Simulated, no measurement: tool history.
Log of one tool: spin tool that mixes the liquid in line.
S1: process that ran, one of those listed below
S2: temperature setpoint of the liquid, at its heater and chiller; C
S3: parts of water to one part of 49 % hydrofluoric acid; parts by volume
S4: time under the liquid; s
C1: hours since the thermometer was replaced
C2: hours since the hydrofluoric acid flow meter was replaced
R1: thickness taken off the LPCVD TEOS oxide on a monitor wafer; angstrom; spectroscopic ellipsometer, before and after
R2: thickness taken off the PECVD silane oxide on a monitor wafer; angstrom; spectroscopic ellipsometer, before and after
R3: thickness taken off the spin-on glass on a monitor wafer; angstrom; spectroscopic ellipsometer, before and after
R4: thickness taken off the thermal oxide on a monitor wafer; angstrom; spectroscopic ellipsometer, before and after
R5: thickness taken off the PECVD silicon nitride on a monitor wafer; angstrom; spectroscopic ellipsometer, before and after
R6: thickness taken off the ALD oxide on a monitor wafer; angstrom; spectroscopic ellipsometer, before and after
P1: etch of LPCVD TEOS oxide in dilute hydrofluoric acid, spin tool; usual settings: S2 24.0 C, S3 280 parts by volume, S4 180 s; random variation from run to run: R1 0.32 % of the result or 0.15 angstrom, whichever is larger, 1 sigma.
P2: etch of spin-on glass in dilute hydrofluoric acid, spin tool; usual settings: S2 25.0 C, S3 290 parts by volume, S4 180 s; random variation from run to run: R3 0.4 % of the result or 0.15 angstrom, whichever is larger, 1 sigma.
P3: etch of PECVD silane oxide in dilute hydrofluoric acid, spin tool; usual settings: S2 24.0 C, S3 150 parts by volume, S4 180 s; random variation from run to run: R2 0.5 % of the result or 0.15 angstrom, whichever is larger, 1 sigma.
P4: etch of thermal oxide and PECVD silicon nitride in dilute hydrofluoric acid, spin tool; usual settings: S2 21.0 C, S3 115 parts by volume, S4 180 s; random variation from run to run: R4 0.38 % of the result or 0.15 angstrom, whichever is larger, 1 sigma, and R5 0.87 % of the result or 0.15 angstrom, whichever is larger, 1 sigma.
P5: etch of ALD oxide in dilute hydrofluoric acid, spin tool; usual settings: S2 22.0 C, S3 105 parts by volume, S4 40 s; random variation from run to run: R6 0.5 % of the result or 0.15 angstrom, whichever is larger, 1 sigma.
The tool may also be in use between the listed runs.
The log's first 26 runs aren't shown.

Run 27, hour 227.6: S1 P1, S2 17.0 C, S3 190 parts by volume, S4 180 s; C1 151.6; C2 10.9. Result: R1 210.890 angstrom.
Run 28, hour 232.8: S1 P5, S2 22.0 C, S3 105 parts by volume, S4 15 s; C1 156.8; C2 16.1. Result: R6 24.662 angstrom.
Run 29, hour 240.4: S1 P4, S2 21.0 C, S3 115 parts by volume, S4 180 s; C1 164.4; C2 23.7. Result: R4 63.972 angstrom, R5 31.075 angstrom.
Run 30, hour 248.3: S1 P1, S2 24.0 C, S3 280 parts by volume, S4 180 s; C1 172.3; C2 31.6. Result: R1 170.210 angstrom.
Run 31, hour 258.1: S1 P4, S2 17.0 C, S3 115 parts by volume, S4 180 s; C1 182.1; C2 41.4. Result: R4 54.130 angstrom, R5 23.934 angstrom.
Run 32, hour 264.0: S1 P1, S2 24.0 C, S3 280 parts by volume, S4 180 s; C1 188.0; C2 47.3. Result: R1 170.420 angstrom.
Run 33, hour 273.4: S1 P1, S2 24.0 C, S3 280 parts by volume, S4 180 s; C1 197.4; C2 56.7. Result: R1 176.060 angstrom.
Run 34, hour 281.8: S1 P1, S2 24.0 C, S3 280 parts by volume, S4 180 s; C1 205.8; C2 65.1. Result: R1 179.570 angstrom.
Run 35, hour 288.0: S1 P1, S2 24.0 C, S3 280 parts by volume, S4 180 s; C1 212.0; C2 71.3. Result: R1 180.410 angstrom.
Run 36, hour 296.9: S1 P1, S2 24.0 C, S3 280 parts by volume, S4 180 s; C1 220.9; C2 80.2. Result: R1 181.330 angstrom.
Run 37, hour 302.6: S1 P1, S2 24.0 C, S3 280 parts by volume, S4 180 s; C1 226.6; C2 85.9. Result: R1 182.880 angstrom.
Run 38, hour 309.0: S1 P1, S2 24.0 C, S3 280 parts by volume, S4 180 s; C1 233.0; C2 92.3. Result: R1 181.650 angstrom.
Run 39, hour 318.7: S1 P1, S2 24.0 C, S3 280 parts by volume, S4 180 s; C1 242.7; C2 102.0. Result: R1 182.310 angstrom.

Forecast run 40:
Run 40, hour 325.0: S1 P1, S2 24.0 C, S3 280 parts by volume, S4 180 s; C1 249.0; C2 108.3. Result: R1 ?.

R1: 182.810 angstrom

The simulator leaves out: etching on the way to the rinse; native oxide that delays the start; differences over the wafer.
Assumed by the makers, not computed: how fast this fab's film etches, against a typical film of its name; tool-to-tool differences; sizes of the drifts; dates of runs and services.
